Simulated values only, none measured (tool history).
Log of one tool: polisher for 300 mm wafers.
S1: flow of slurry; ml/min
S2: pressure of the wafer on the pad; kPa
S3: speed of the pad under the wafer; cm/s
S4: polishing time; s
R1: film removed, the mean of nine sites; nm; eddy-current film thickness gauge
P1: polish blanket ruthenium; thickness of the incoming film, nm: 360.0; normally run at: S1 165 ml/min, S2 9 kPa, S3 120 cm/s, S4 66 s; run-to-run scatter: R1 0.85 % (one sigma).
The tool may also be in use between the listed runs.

run 1 hour=5.5 | S1=165 S2=9 S3=120 S4=66 | R1=68.134
run 2 hour=11.9 | S1=165 S2=9 S3=184 S4=66 | R1=101.05
run 3 hour=19.7 | S1=165 S2=9 S3=120 S4=66 | R1=67.357
run 4 hour=27.5 | S1=165 S2=9 S3=120 S4=66 | R1=66.905
run 5 hour=37.9 | S1=215 S2=4.1 S3=120 S4=66 | R1=32.087
run 6 hour=48.1 | S1=100 S2=9 S3=120 S4=66 | R1=60.115
run 7 hour=56.9 | S1=165 S2=9 S3=120 S4=66 | R1=67.629
run 8 hour=65.6 | S1=165 S2=9 S3=120 S4=102 | R1=104.05
run 9 hour=70.9 | S1=165 S2=9 S3=176 S4=99 | R1=149.01
run 10 hour=76.9 | S1=165 S2=9 S3=120 S4=30 | R1=30.647
run 11 hour=83 | S1=165 S2=9 S3=120 S4=66 | R1=67.269
run 12 hour=91.3 | S1=165 S2=9 S3=120 S4=66 | R1=67.882
run 13 hour=97.6 | S1=165 S2=9 S3=84 S4=66 | R1=47.498
run 14 hour=103.5 | S1=100 S2=9 S3=120 S4=49 | R1=44.867
run 15 hour=110.2 | S1=165 S2=4.1 S3=120 S4=66 | R1=31.227
run 16 hour=120.4 | S1=215 S2=9 S3=120 S4=66 | R1=69.618
-- hour=121.7 worn pad replaced by a new one
run 17 hour=130.7 | S1=165 S2=14.5 S3=120 S4=66 | R1=108.36
run 18 hour=137.3 | S1=165 S2=9 S3=120 S4=66 | R1=67.059
run 19 hour=144.5 | S1=165 S2=9 S3=120 S4=66 | R1=65.384
run 20 hour=150.1 | S1=165 S2=9 S3=120 S4=66 | R1=64.814
run 21 hour=155.3 | S1=165 S2=9 S3=120 S4=66 | R1=64.849
run 22 hour=162.4 | S1=165 S2=9 S3=120 S4=66 | R1=64.378
run 23 hour=171.6 | S1=165 S2=9 S3=120 S4=66 | R1=62.399
run 24 hour=180.2 | S1=165 S2=9 S3=120 S4=66 | R1=61.878
run 25 hour=186.5 | S1=165 S2=9 S3=120 S4=66 | R1=62.757
-- hour=188.4 worn pad replaced by a new one
run 26 hour=195.6 | S1=165 S2=9 S3=120 S4=66 | R1=62.255
run 27 hour=205 | S1=165 S2=9 S3=120 S4=66 | R1=61.121
run 28 hour=214.9 | S1=165 S2=9 S3=120 S4=66 | R1=62.229

What P1 gives has crept away from where it was. These 2 causes fit the log equally well, each at the size given:
A: slurry flow missing at the pad, % = 35.1
B: head's pressure below its setpoint, % = 8.07
The creep began at about hour 137.3.
Why every other cause is out:
removal rate lost through wear of the pad, %: serviced at hour 188.4, which brought nothing back

4 check runs are offered, each on 2 wafers whose results are averaged, their results left as question marks. Which one tells the causes apart?
run check 1 hour=224.8 | S1=165 S2=14.5 S3=120 S4=43 | R1=?
run check 2 hour=224.8 | S1=165 S2=14.5 S3=120 S4=66 | R1=?
run check 3 hour=224.8 | S1=165 S2=4.1 S3=120 S4=34 | R1=?
run check 4 hour=224.8 | S1=100 S2=9 S3=120 S4=93 | R1=?

What each check would give under each cause:
check=check_1 result=R1 if_A=65.045 if_B=65.039
check=check_2 result=R1 if_A=99.837 if_B=99.828
check=check_3 result=R1 if_A=14.695 if_B=14.693
check=check_4 result=R1 if_A=75.151 if_B=78.743
How far apart the two closest causes lie, in the result that separates them most: check 1 0.01 %; check 2 0.01 %; check 3 0.01 %; check 4 4.67 %
Check 4 tells the causes apart: in the others they would give nearly the same result.

Check 4 was then run and gave: R1 75.408 nm. Which cause is it?

It is A: slurry flow missing at the pad, %.
